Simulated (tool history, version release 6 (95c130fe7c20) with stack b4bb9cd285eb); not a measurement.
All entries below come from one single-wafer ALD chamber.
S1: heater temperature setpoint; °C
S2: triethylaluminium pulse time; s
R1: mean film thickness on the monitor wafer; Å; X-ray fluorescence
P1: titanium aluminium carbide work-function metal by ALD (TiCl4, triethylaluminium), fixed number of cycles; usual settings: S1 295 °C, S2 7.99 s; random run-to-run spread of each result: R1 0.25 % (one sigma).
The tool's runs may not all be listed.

Run 1, day 0.521: S1 295 °C, S2 7.99 s. Result: R1 18.415 Å.
Run 2, day 0.929: S1 295 °C, S2 7.99 s. Result: R1 18.463 Å.
Run 3, day 1.233: S1 295 °C, S2 3.86 s. Result: R1 14.522 Å.
Run 4, day 1.858: S1 295 °C, S2 10.81 s. Result: R1 19.247 Å.
Run 5, day 2.458: S1 318 °C, S2 7.99 s. Result: R1 20.383 Å.
Run 6, day 2.846: S1 311 °C, S2 4.33 s. Result: R1 16.39 Å.
Run 7, day 3.367: S1 295 °C, S2 7.99 s. Result: R1 18.404 Å.
Run 8, day 3.8: S1 295 °C, S2 7.99 s. Result: R1 18.452 Å.
Run 9, day 4.375: S1 275 °C, S2 7.99 s. Result: R1 16.856 Å.
Run 10, day 5.075: S1 295 °C, S2 7.99 s. Result: R1 18.407 Å.
Run 11, day 5.508: S1 295 °C, S2 7.99 s. Result: R1 18.439 Å.
Run 12, day 6.054: S1 295 °C, S2 7.99 s. Result: R1 18.196 Å.
Run 13, day 6.75: S1 295 °C, S2 7.99 s. Result: R1 18.126 Å.
Run 14, day 7.325: S1 295 °C, S2 7.99 s. Result: R1 18.042 Å.
Run 15, day 7.975: S1 295 °C, S2 7.99 s. Result: R1 18.071 Å.
Run 16, day 8.658: S1 295 °C, S2 7.99 s. Result: R1 18.039 Å.
Run 17, day 9.121: S1 295 °C, S2 7.99 s. Result: R1 18.019 Å.

The log shows P1 creeping away from where it was. Any of the 2 causes listed here, at the size stated for it, fits the log just as well as the others:
A: triethylaluminium dose below that of a fresh bottle (%) = 10.3
B: wafer temperature below the value expected at the setpoint (K) = 5.06
At approximately day 5.508, the process output began to creep.

Consider the 4 single-wafer check runs listed below, results given as question marks: which one distinguishes between the causes by giving clearly different results for each?
Run check 1, day 9.583: S1 276 °C, S2 7.99 s. Result: R1 ?.
Run check 2, day 9.583: S1 314 °C, S2 7.99 s. Result: R1 ?.
Run check 3, day 9.583: S1 282 °C, S2 4.7 s. Result: R1 ?.
Run check 4, day 9.583: S1 282 °C, S2 7.99 s. Result: R1 ?.

Outcome of each check run for each possible cause:
  check  result    if A    if B
check 1      R1   16.54  16.513
check 2      R1   19.57  19.597
check 3      R1  14.238  14.557
check 4      R1  17.011  16.992
Gap, in per cent, between the two causes that each check separates least, read from the result that separates them most: check 1 0.16 %; check 2 0.14 %; check 3 2.22 %; check 4 0.11 %
Of the check runs offered, only check 3 discriminates between the causes; the rest would read about the same regardless of which cause applies.

Running check 3 produced the following: R1 14.207 Å. Which one of the listed causes fits?

It is A: triethylaluminium dose below that of a fresh bottle (%).
